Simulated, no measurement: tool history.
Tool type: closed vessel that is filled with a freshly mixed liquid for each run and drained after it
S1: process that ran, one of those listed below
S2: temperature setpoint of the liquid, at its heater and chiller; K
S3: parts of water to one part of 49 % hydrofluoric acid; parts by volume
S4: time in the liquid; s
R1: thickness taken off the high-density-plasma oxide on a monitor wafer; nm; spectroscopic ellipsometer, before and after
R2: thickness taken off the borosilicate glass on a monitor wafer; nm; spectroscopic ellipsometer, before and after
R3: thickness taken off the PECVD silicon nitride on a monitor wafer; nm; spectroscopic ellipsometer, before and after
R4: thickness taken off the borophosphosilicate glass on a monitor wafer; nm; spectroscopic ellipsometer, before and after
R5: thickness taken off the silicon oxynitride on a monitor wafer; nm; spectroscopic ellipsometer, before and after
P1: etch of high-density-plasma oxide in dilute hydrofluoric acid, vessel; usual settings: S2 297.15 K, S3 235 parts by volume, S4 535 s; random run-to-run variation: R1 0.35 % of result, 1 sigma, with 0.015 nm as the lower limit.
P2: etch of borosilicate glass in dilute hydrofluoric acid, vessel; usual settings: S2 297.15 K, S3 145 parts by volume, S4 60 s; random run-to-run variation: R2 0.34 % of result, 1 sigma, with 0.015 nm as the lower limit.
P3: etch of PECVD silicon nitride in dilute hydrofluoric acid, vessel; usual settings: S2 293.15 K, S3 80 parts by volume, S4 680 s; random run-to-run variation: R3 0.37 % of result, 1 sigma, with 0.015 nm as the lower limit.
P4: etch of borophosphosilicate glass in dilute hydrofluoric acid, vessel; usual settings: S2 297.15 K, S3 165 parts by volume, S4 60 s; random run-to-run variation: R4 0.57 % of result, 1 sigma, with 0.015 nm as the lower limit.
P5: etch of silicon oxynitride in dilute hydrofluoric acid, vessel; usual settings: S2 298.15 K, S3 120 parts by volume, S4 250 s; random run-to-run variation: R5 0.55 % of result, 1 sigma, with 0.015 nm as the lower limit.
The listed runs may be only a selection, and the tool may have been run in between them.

{"run": 1, "day": 0.288, "S1": "P1", "S2": 297.15, "S3": 235, "S4": 535, "R1": 11.08}
{"run": 2, "day": 0.917, "S1": "P1", "S2": 297.15, "S3": 235, "S4": 905, "R1": 18.677}
{"run": 3, "day": 1.538, "S1": "P2", "S2": 297.15, "S3": 40, "S4": 60, "R2": 40.397}
{"run": 4, "day": 1.979, "S1": "P3", "S2": 293.15, "S3": 80, "S4": 680, "R3": 25.554}
{"day": 2.238, "done": "thermometer replaced"}
{"run": 5, "day": 2.625, "S1": "P1", "S2": 297.15, "S3": 235, "S4": 535, "R1": 11.156}
{"run": 6, "day": 2.958, "S1": "P1", "S2": 297.15, "S3": 405, "S4": 535, "R1": 5.4085}
{"run": 7, "day": 3.562, "S1": "P4", "S2": 297.15, "S3": 165, "S4": 110, "R4": 16.434}
{"run": 8, "day": 3.988, "S1": "P1", "S2": 291.15, "S3": 235, "S4": 535, "R1": 8.8123}
{"run": 9, "day": 4.371, "S1": "P1", "S2": 297.15, "S3": 235, "S4": 535, "R1": 11.078}
{"run": 10, "day": 4.95, "S1": "P1", "S2": 302.15, "S3": 235, "S4": 535, "R1": 13.173}
{"run": 11, "day": 5.462, "S1": "P4", "S2": 297.15, "S3": 165, "S4": 60, "R4": 8.9373}
{"run": 12, "day": 5.942, "S1": "P1", "S2": 290.15, "S3": 90, "S4": 535, "R1": 25.663}
{"run": 13, "day": 6.25, "S1": "P2", "S2": 297.15, "S3": 145, "S4": 30, "R2": 4.8944}
{"run": 14, "day": 6.679, "S1": "P4", "S2": 301.65, "S3": 165, "S4": 60, "R4": 10.472}
{"run": 15, "day": 7.317, "S1": "P1", "S2": 290.15, "S3": 235, "S4": 255, "R1": 4.0199}
{"run": 16, "day": 7.838, "S1": "P5", "S2": 293.65, "S3": 120, "S4": 250, "R5": 4.2125}
{"run": 17, "day": 8.488, "S1": "P2", "S2": 302.15, "S3": 145, "S4": 60, "R2": 11.792}
{"run": 18, "day": 8.954, "S1": "P2", "S2": 297.15, "S3": 145, "S4": 60, "R2": 9.828}
{"run": 19, "day": 9.475, "S1": "P1", "S2": 297.15, "S3": 235, "S4": 160, "R1": 3.3156}
{"run": 20, "day": 9.842, "S1": "P1", "S2": 297.15, "S3": 145, "S4": 535, "R1": 19.717}
{"run": 21, "day": 10.512, "S1": "P5", "S2": 298.15, "S3": 205, "S4": 250, "R5": 2.8732}
{"run": 22, "day": 11.138, "S1": "P4", "S2": 297.15, "S3": 165, "S4": 60, "R4": 8.9708}
{"run": 23, "day": 11.688, "S1": "P5", "S2": 298.15, "S3": 120, "S4": 120, "R5": 2.4893}
{"run": 24, "day": 12.062, "S1": "P2", "S2": 297.15, "S3": 145, "S4": 60, "R2": 9.8203}
{"run": 25, "day": 12.683, "S1": "P3", "S2": 290.15, "S3": 80, "S4": 680, "R3": 20.637}
{"run": 26, "day": 13.192, "S1": "P1", "S2": 297.15, "S3": 235, "S4": 535, "R1": 11.043}
{"run": 27, "day": 13.483, "S1": "P4", "S2": 297.15, "S3": 270, "S4": 60, "R4": 4.9048}
{"run": 28, "day": 14.05, "S1": "P5", "S2": 298.15, "S3": 120, "S4": 250, "R5": 5.2327}
{"run": 29, "day": 14.683, "S1": "P3", "S2": 293.15, "S3": 80, "S4": 260, "R3": 9.7642}
{"run": 30, "day": 15.333, "S1": "P3", "S2": 293.15, "S3": 140, "S4": 680, "R3": 14.807}
{"run": 31, "day": 15.75, "S1": "P1", "S2": 297.15, "S3": 235, "S4": 535, "R1": 11.122}
{"run": 32, "day": 16.038, "S1": "P1", "S2": 297.15, "S3": 235, "S4": 535, "R1": 10.884}
{"run": 33, "day": 16.625, "S1": "P1", "S2": 297.15, "S3": 235, "S4": 535, "R1": 10.525}
{"run": 34, "day": 17.188, "S1": "P1", "S2": 297.15, "S3": 235, "S4": 535, "R1": 10.379}
{"run": 35, "day": 17.733, "S1": "P1", "S2": 297.15, "S3": 235, "S4": 535, "R1": 10.342}
{"run": 36, "day": 18.3, "S1": "P1", "S2": 297.15, "S3": 235, "S4": 535, "R1": 10.269}
{"run": 37, "day": 18.754, "S1": "P1", "S2": 297.15, "S3": 235, "S4": 535, "R1": 10.286}
{"run": 38, "day": 19.2, "S1": "P1", "S2": 297.15, "S3": 235, "S4": 535, "R1": 10.322}

The log shows P1 creeping away from where it was. Any of the 2 causes listed here, at the size stated for it, fits the log just as well as the others:
A: hydrofluoric acid flow below the setpoint (%) = 5.78
B: liquid colder than its thermometer reads (K) = 2.04
At approximately day 15.75, the process output began to creep.

4 check runs are offered, one wafer each, their results left as question marks. Which one tells the causes apart?
{"run": "check 1", "day": 19.646, "S1": "P4", "S2": 297.15, "S3": 255, "S4": 90, "R4": "?"}
{"run": "check 2", "day": 19.646, "S1": "P2", "S2": 301.65, "S3": 145, "S4": 30, "R2": "?"}
{"run": "check 3", "day": 19.646, "S1": "P3", "S2": 293.15, "S3": 135, "S4": 680, "R3": "?"}
{"run": "check 4", "day": 19.646, "S1": "P5", "S2": 298.15, "S3": 180, "S4": 145, "R5": "?"}

Predicted outcomes, by check and by cause:
check=check_1 result=R4 if_A=7.335 if_B=7.3466
check=check_2 result=R2 if_A=5.3993 if_B=5.374
check=check_3 result=R3 if_A=14.459 if_B=13.344
check=check_4 result=R5 if_A=1.7988 if_B=1.7565
Distance between the nearest two causes, measured in the result of the check that separates them most: check 1 0.16 %; check 2 0.47 %; check 3 8.02 %; check 4 2.38 %
The causes can be told apart only by check 3. The other checks would give nearly the same results under each of them.

Then check 3 was run and gave: R3 14.555 nm. Which cause is it?

Of the candidate causes, it is A: hydrofluoric acid flow below the setpoint (%).
